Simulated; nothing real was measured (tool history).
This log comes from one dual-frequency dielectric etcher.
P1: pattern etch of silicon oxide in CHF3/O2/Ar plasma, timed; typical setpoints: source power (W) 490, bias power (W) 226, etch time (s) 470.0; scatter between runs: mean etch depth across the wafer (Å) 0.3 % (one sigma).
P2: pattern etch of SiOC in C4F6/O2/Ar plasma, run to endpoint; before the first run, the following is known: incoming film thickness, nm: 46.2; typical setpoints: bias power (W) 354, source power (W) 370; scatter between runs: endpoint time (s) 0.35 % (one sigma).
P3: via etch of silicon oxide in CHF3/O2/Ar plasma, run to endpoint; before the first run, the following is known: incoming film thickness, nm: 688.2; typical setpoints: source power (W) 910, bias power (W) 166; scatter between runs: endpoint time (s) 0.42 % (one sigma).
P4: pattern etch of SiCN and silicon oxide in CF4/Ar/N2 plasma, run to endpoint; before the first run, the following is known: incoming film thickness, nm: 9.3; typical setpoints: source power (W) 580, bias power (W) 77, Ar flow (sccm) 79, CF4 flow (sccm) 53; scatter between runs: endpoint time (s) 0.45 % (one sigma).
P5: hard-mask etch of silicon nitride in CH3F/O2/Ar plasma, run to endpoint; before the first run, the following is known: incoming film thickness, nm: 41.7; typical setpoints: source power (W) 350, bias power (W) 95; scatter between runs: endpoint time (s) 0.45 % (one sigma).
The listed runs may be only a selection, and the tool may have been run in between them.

run   hour  process that ran  source power (W)  bias power (W)  etch time (s)  Ar flow (sccm)  CF4 flow (sccm)  hours since the last wet clean  hours since the last source power generator calibration  hours since the last bias power generator calibration  mean etch depth across the wafer (Å)  endpoint time (s)
  1    3.8                P1               490             226          470.0                                                            272.1                                                   1987.9                                                 2861.1                                9324.3
  2    9.0                P2               370             255                                                                           277.3                                                   1993.1                                                 2866.3                                                  20.6600
  3   16.4                P1               590             164          470.0                                                            284.7                                                   2000.5                                                 2873.7                                8920.7
  4   20.4                P5               350              95                                                                           288.7                                                   2004.5                                                 2877.7                                                  58.7800
  5   24.9                P4               580              77                             79               53                           293.2                                                   2009.0                                                 2882.2                                                   8.5458
  6   32.7                P1               290             226          470.0                                                            301.0                                                   2016.8                                                 2890.0                                7571.4
  7   39.9                P3               910             227                                                                           308.2                                                   2024.0                                                 2897.2                                                 279.6500
  8   43.9                P3               910             166                                                                           312.2                                                   2028.0                                                 2901.2                                                 310.8300
  9   50.4                P2               370             354                                                                           318.7                                                   2034.5                                                 2907.7                                                  18.5420
 10   59.0                P1               650             226          470.0                                                            327.3                                                   2043.1                                                 2916.3                               10299.0
 11   64.4                P4               580              77                             79               32                           332.7                                                   2048.5                                                 2921.7                                                   9.2593
 12   69.7                P1               490             226          470.0                                                            338.0                                                   2053.8                                                 2927.0                                9233.1
 13   74.4                P1               490             226          470.0                                                            342.7                                                   2058.5                                                 2931.7                                9277.2
 14   81.3                P1               490             226          470.0                                                            349.6                                                   2065.4                                                 2938.6                                9247.8
 15   88.8                P1               490             179          282.0                                                            357.1                                                   2072.9                                                 2946.1                                5110.2
 16   92.6                P4               580              77                             47               53                           360.9                                                   2076.7                                                 2949.9                                                   7.8869
 17   97.1                P3               910             166                                                                           365.4                                                   2081.2                                                 2954.4                                                 308.1400
 18  101.6                P1               490             291          470.0                                                            369.9                                                   2085.7                                                 2958.9                               10136.0
 19  105.7                P5               250              95                                                                           374.0                                                   2089.8                                                 2963.0                                                  66.0600
 20  113.1                P1               490             226          470.0                                                            381.4                                                   2097.2                                                 2970.4                                9242.7
 21  120.0                P1               490             226          693.0                                                            388.3                                                   2104.1                                                 2977.3                               13548.0
 22  127.3                P1               490             226          470.0                                                            395.6                                                   2111.4                                                 2984.6                                9269.3
 23  135.5                P4               420              77                             79               53                           403.8                                                   2119.6                                                 2992.8                                                  11.4280
 24  143.8                P1               490             138          470.0                                                            412.1                                                   2127.9                                                 3001.1                                7861.4
 25  148.1                P5               350              62                                                                           416.4                                                   2132.2                                                 3005.4                                                  67.9640
 26  152.1                P1               490             226          313.5                                                            420.4                                                   2136.2                                                 3009.4                                6164.9
     154.2  -- bias power generator calibrated
 27  160.6                P1               490             226          470.0                                                            428.9                                                   2144.7                                                    6.4                                9247.5
 28  166.0                P4               580              59                             79               53                           434.3                                                   2150.1                                                   11.8                                                   9.3335
 29  170.5                P2               270             354                                                                           438.8                                                   2154.6                                                   16.3                                                  20.7720
 30  179.2                P3               550             166                                                                           447.5                                                   2163.3                                                   25.0                                                 377.8700
 31  185.0                P1               490             226          470.0                                                            453.3                                                   2169.1                                                   30.8                                9212.9
 32  189.5                P1               490             226          470.0                                                            457.8                                                   2173.6                                                   35.3                                9308.7
 33  194.6                P1               490             226          470.0                                                            462.9                                                   2178.7                                                   40.4                                9327.5

Forecast run 34:
 34  201.8                P1               490             226          470.0                                                            470.1                                                   2185.9                                                   47.6                                     ?

{"run 34": {"mean etch depth across the wafer (Å)": 9348.3}}

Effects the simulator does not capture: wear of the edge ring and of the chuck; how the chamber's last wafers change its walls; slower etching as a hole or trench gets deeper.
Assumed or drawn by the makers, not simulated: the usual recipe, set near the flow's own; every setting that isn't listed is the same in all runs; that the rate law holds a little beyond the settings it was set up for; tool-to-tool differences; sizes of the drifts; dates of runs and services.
